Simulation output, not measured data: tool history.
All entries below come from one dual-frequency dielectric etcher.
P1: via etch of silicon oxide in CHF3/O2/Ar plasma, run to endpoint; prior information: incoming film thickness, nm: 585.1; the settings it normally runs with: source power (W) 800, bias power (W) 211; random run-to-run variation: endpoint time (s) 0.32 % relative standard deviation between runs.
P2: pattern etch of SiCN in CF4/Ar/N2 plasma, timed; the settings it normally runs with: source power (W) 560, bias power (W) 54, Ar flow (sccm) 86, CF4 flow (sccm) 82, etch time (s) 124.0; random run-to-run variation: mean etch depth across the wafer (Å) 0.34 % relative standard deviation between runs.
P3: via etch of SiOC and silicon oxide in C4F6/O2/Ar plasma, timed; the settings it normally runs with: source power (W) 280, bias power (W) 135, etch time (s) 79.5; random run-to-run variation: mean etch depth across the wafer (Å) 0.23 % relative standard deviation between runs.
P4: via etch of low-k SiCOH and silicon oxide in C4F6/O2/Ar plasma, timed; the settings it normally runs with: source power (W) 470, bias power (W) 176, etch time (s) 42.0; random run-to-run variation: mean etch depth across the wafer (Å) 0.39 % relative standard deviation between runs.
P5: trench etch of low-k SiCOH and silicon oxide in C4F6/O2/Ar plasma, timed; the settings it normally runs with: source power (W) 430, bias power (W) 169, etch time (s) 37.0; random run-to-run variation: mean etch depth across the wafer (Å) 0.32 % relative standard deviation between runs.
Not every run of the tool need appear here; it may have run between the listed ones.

| run | day | process that ran | source power (W) | bias power (W) | etch time (s) | Ar flow (sccm) | CF4 flow (sccm) | endpoint time (s) | mean etch depth across the wafer (Å) |
|---|---|---|---|---|---|---|---|---|---|
| 1 | 0.646 | P1 | 800 | 211 |  |  |  | 253.38 |  |
| 2 | 1.342 | P3 | 280 | 103 | 79.5 |  |  |  | 664.48 |
| 3 | 1.792 | P5 | 430 | 169 | 37.0 |  |  |  | 1185.20 |
| 4 | 2.496 | P5 | 430 | 117 | 37.0 |  |  |  | 1067.00 |
| 5 | 3.000 | P1 | 1040 | 259 |  |  |  | 212.82 |  |
| 6 | 3.688 | P2 | 560 | 34 | 124.0 | 86 | 82 |  | 1076.50 |
| 7 | 4.221 | P1 | 1110 | 211 |  |  |  | 221.82 |  |
|  | 4.483 | source power generator calibrated |
| 8 | 4.704 | P1 | 800 | 211 |  |  |  | 252.37 |  |
| 9 | 5.325 | P5 | 430 | 169 | 37.0 |  |  |  | 1188.10 |
| 10 | 5.683 | P1 | 800 | 211 |  |  |  | 251.03 |  |
| 11 | 6.242 | P2 | 330 | 54 | 124.0 | 86 | 82 |  | 760.88 |
| 12 | 6.875 | P1 | 530 | 211 |  |  |  | 295.33 |  |
| 13 | 7.371 | P2 | 560 | 54 | 124.0 | 117 | 82 |  | 1169.20 |
| 14 | 7.762 | P4 | 470 | 137 | 42.0 |  |  |  | 1054.80 |
| 15 | 8.129 | P2 | 560 | 54 | 163.5 | 86 | 82 |  | 1617.80 |
| 16 | 8.479 | P4 | 470 | 176 | 42.0 |  |  |  | 1133.30 |
| 17 | 8.975 | P3 | 280 | 135 | 115.0 |  |  |  | 1045.30 |
| 18 | 9.667 | P1 | 800 | 211 |  |  |  | 251.72 |  |
| 19 | 10.333 | P1 | 800 | 211 |  |  |  | 253.21 |  |
| 20 | 10.904 | P5 | 430 | 169 | 54.0 |  |  |  | 1721.60 |
| 21 | 11.558 | P1 | 800 | 129 |  |  |  | 294.88 |  |
| 22 | 11.921 | P4 | 470 | 176 | 27.0 |  |  |  | 732.00 |
| 23 | 12.571 | P4 | 330 | 176 | 42.0 |  |  |  | 982.30 |
| 24 | 13.150 | P1 | 980 | 160 |  |  |  | 256.17 |  |
| 25 | 13.479 | P2 | 560 | 54 | 124.0 | 86 | 103 |  | 1277.20 |
| 26 | 13.833 | P1 | 800 | 291 |  |  |  | 224.91 |  |
| 27 | 14.404 | P3 | 280 | 135 | 79.5 |  |  |  | 725.31 |
| 28 | 14.917 | P1 | 800 | 211 |  |  |  | 251.48 |  |
| 29 | 15.396 | P1 | 800 | 211 |  |  |  | 252.86 |  |
| 30 | 15.842 | P5 | 590 | 169 | 37.0 |  |  |  | 1356.30 |
| 31 | 16.533 | P3 | 390 | 135 | 79.5 |  |  |  | 822.83 |
| 32 | 17.008 | P2 | 560 | 54 | 124.0 | 86 | 82 |  | 1234.00 |
| 33 | 17.621 | P3 | 280 | 135 | 79.5 |  |  |  | 725.03 |
| 34 | 18.150 | P1 | 800 | 211 |  |  |  | 251.90 |  |
| 35 | 18.642 | P1 | 800 | 211 |  |  |  | 253.49 |  |
| 36 | 18.958 | P1 | 800 | 211 |  |  |  | 254.23 |  |
| 37 | 19.362 | P1 | 800 | 211 |  |  |  | 254.15 |  |
| 38 | 19.979 | P1 | 800 | 211 |  |  |  | 255.82 |  |
| 39 | 20.429 | P1 | 800 | 211 |  |  |  | 257.55 |  |
|  | 20.571 | wet clean of the chamber |
| 40 | 20.783 | P1 | 800 | 211 |  |  |  | 256.82 |  |
| 41 | 21.238 | P1 | 800 | 211 |  |  |  | 256.10 |  |
| 42 | 21.617 | P1 | 800 | 211 |  |  |  | 256.40 |  |
| 43 | 21.946 | P1 | 800 | 211 |  |  |  | 258.10 |  |
| 44 | 22.575 | P1 | 800 | 211 |  |  |  | 257.50 |  |

Something has made what P1 gives creep away from where it was; the 2 causes below, each at its own stated size, fit the log equally well:
A: bias power that arrives under what is set, % = 4.6
B: source power that arrives under what is set, % = 4.1
Creep in the process output first set in at about day 18.150.
Each remaining cause and why it is not a fit:
chamber walls in a state that lowers the etch rate, %: was serviced at day 20.571, once the creep was under way, yet the earlier output never came back

Which of the 4 check runs listed below, each an average over 2 wafers with its results shown as question marks, gives clearly different results under the different listed causes?
| check 1 | 23.204 | P2 | 560 | 54 | 124.0 | 86 | 82 |  | ? |
| check 2 | 23.204 | P3 | 280 | 135 | 79.5 |  |  |  | ? |
| check 3 | 23.204 | P4 | 470 | 176 | 42.0 |  |  |  | ? |
| check 4 | 23.204 | P5 | 430 | 169 | 37.0 |  |  |  | ? |

If the cause were each of the candidates in turn, the checks would give the following:
| check | result | if A | if B |
|---|---|---|---|
| check 1 | mean etch depth across the wafer (Å) | 1213.20 | 1185.40 |
| check 2 | mean etch depth across the wafer (Å) | 712.75 | 711.46 |
| check 3 | mean etch depth across the wafer (Å) | 1119.90 | 1117.90 |
| check 4 | mean etch depth across the wafer (Å) | 1170.40 | 1168.20 |
Per-check spread between the two closest causes, in the result where they differ most: check 1 2.32 %; check 2 0.18 %; check 3 0.18 %; check 4 0.19 %
Check 1 distinguishes between the causes, while the remaining checks would return nearly the same result for all of them.

With check 1 done, the readings were: mean etch depth across the wafer (Å) 1184.10. Identify which of the listed causes applies.

It is B: source power that arrives under what is set, %.

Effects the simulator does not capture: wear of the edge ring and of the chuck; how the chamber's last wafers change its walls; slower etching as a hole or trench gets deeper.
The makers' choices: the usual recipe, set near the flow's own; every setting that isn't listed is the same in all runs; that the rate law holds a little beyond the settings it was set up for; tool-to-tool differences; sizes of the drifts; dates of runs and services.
